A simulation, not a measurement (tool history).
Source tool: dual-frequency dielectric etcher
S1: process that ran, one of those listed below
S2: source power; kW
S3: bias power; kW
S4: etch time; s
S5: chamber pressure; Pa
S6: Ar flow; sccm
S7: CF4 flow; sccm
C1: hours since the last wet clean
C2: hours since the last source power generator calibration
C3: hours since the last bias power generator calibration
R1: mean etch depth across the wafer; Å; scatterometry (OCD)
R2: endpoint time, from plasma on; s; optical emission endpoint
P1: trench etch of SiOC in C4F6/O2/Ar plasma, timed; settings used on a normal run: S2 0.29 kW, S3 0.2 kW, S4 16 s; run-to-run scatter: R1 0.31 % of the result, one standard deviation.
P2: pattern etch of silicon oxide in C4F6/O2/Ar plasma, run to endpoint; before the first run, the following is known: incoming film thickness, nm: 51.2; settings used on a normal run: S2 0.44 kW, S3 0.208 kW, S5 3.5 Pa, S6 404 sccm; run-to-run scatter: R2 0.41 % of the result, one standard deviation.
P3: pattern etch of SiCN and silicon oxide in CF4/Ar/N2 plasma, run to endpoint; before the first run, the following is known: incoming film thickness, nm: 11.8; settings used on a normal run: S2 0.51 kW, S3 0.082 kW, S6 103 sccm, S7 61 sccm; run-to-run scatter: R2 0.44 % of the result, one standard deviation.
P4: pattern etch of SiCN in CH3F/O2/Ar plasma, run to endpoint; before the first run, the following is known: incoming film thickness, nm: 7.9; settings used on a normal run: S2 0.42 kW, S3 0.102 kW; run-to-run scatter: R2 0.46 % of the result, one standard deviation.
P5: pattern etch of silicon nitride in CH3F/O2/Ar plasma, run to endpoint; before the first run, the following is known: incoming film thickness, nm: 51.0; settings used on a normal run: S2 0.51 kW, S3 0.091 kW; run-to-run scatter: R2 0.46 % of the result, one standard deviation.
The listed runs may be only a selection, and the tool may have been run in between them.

run,hour,S1,S2,S3,S4,S5,S6,S7,C1,C2,C3,R1,R2
1,17.2,P1,0.29,0.2,16,,,,281,2358.2,2168.1,294.32,
2,31.5,P4,0.42,0.102,,,,,295.3,2372.5,2182.4,,18.422
3,44.5,P2,0.56,0.208,,3.5,404,,308.3,2385.5,2195.4,,13.938
4,62.3,P4,0.33,0.102,,,,,326.1,2403.3,2213.2,,20.054
5,79,P1,0.29,0.25,16,,,,342.8,2420,2229.9,315.26,
6,94.3,P3,0.51,0.082,,,103,61,358.1,2435.3,2245.2,,12.099
7,109,P1,0.22,0.2,16,,,,372.8,2450,2259.9,263.03,
8,123.3,P2,0.44,0.208,,3.5,404,,387.1,2464.3,2274.2,,15.337
9,131.4,P5,0.51,0.091,,,,,395.2,2472.4,2282.3,,60.793
10,145.6,P1,0.29,0.2,16,,,,409.4,2486.6,2296.5,292.22,
11,156.2,P1,0.37,0.2,16,,,,420,2497.2,2307.1,323.65,
12,165.7,P1,0.29,0.2,16,,,,429.5,2506.7,2316.6,292.63,
13,177.7,P3,0.51,0.052,,,103,61,441.5,2518.7,2328.6,,14.059
14,188.3,P2,0.44,0.29,,3.5,404,,452.1,2529.3,2339.2,,13.708
15,203.8,P4,0.42,0.102,,,,,467.6,2544.8,2354.7,,18.306
16,213.9,P1,0.29,0.2,23.5,,,,477.7,2554.9,2364.8,431.22,
17,231.9,P3,0.51,0.082,,,103,73,495.7,2572.9,2382.8,,11.736
18,248.4,P2,0.44,0.208,,3.5,404,,512.2,2589.4,2399.3,,15.289
19,258.2,P2,0.44,0.208,,3.5,258,,522,2599.2,2409.1,,14.543
20,272.3,P1,0.29,0.15,16,,,,536.1,2613.3,2423.2,266.53,
21,282.8,P3,0.51,0.082,,,75,61,546.6,2623.8,2433.7,,11.497
22,296.4,P1,0.29,0.2,16,,,,560.2,2637.4,2447.3,294.06,
23,305.4,P5,0.71,0.091,,,,,569.2,2646.4,2456.3,,53.255
24,322.6,P3,0.36,0.082,,,103,61,586.4,2663.6,2473.5,,16.43
25,337.4,P4,0.42,0.131,,,,,601.2,2678.4,2488.3,,16.746
26,352.2,P1,0.29,0.2,10.5,,,,616,2693.2,2503.1,191.82,
27,367.1,P1,0.18,0.2,22.5,,,,630.9,2708.1,2518,344.23,
28,379.2,P1,0.29,0.2,16,,,,643,2720.2,2530.1,291.3,
29,393.5,P2,0.44,0.208,,4.3,404,,657.3,2734.5,2544.4,,15.724
30,408.8,P5,0.51,0.091,,,,,672.6,2749.8,2559.7,,60.7
31,419.7,P5,0.51,0.055,,,,,683.5,2760.7,2570.6,,71.963
32,436.3,P1,0.29,0.2,16,,,,700.1,2777.3,2587.2,293.68,
33,452.5,P1,0.29,0.2,16,,,,716.3,2793.5,2603.4,293.65,
34,463.2,P1,0.29,0.2,16,,,,727,2804.2,2614.1,296.66,
35,479.4,P1,0.29,0.2,16,,,,743.2,2820.4,2630.3,297.66,

For run 36, what comes out?
36,492.9,P1,0.29,0.2,16,,,,756.7,2833.9,2643.8,?,

{"run 36": {"R1": 296.02}}
